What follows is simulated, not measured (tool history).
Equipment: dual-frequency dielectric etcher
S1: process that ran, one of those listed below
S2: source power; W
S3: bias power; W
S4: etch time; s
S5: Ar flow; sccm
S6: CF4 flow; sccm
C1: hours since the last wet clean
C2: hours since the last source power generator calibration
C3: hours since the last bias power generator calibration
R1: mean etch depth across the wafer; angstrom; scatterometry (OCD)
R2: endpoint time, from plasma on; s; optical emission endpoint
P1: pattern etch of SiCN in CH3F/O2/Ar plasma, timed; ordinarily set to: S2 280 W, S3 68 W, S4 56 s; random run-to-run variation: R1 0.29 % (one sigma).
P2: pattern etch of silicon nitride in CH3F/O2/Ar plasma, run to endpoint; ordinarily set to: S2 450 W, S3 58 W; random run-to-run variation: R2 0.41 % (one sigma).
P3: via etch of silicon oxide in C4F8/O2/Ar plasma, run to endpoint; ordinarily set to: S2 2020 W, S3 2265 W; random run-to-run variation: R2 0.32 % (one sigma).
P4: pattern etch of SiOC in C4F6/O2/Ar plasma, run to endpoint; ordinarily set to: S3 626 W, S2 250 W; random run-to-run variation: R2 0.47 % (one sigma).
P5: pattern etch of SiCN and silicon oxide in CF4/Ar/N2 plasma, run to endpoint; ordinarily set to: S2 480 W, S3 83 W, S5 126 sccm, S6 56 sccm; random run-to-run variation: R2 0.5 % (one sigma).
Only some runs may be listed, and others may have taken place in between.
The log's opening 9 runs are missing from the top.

| run | day | S1 | S2 | S3 | S4 | S5 | S6 | C1 | C2 | C3 | R1 | R2 |
|---|---|---|---|---|---|---|---|---|---|---|---|---|
| 10 | 2.512 | P1 | 280 | 91 | 56 |  |  | 127.9 | 860.2 | 1723.8 | 199.2 |  |
| 11 | 2.729 | P5 | 320 | 83 |  | 126 | 56 | 133.1 | 865.4 | 1729 |  | 20.206 |
| 12 | 3.058 | P3 | 2020 | 2265 |  |  |  | 141 | 873.3 | 1736.9 |  | 192.48 |
| 13 | 3.267 | P5 | 480 | 83 |  | 84 | 56 | 146 | 878.3 | 1741.9 |  | 13.296 |
| 14 | 3.512 | P3 | 2810 | 2265 |  |  |  | 151.9 | 884.2 | 1747.8 |  | 168.78 |
| 15 | 3.758 | P1 | 280 | 68 | 56 |  |  | 157.8 | 890.1 | 1753.7 | 179.1 |  |
| 16 | 3.992 | P5 | 480 | 83 |  | 126 | 40 | 163.4 | 895.7 | 1759.3 |  | 14.882 |
| 17 | 4.212 | P1 | 380 | 68 | 56 |  |  | 168.7 | 901 | 1764.6 | 202.63 |  |
| 18 | 4.529 | P2 | 280 | 58 |  |  |  | 176.3 | 908.6 | 1772.2 |  | 103.41 |
| 19 | 4.7 | P1 | 280 | 68 | 36 |  |  | 180.4 | 912.7 | 1776.3 | 115.52 |  |
| 20 | 5.058 | P5 | 480 | 83 |  | 126 | 56 | 189 | 921.3 | 1784.9 |  | 14.125 |
| 21 | 5.35 | P3 | 2020 | 2687 |  |  |  | 196 | 928.3 | 1791.9 |  | 182.22 |
| 22 | 5.558 | P1 | 280 | 68 | 56 |  |  | 201 | 933.3 | 1796.9 | 179.89 |  |
| 23 | 5.917 | P5 | 480 | 83 |  | 126 | 56 | 209.6 | 941.9 | 1805.5 |  | 14.134 |

Estimate the outcome of run 24 from the log above:
| 24 | 6.208 | P4 | 250 | 626 |  |  |  | 216.6 | 948.9 | 1812.5 |  | ? |

{"run 24": {"R2": 14.4}}

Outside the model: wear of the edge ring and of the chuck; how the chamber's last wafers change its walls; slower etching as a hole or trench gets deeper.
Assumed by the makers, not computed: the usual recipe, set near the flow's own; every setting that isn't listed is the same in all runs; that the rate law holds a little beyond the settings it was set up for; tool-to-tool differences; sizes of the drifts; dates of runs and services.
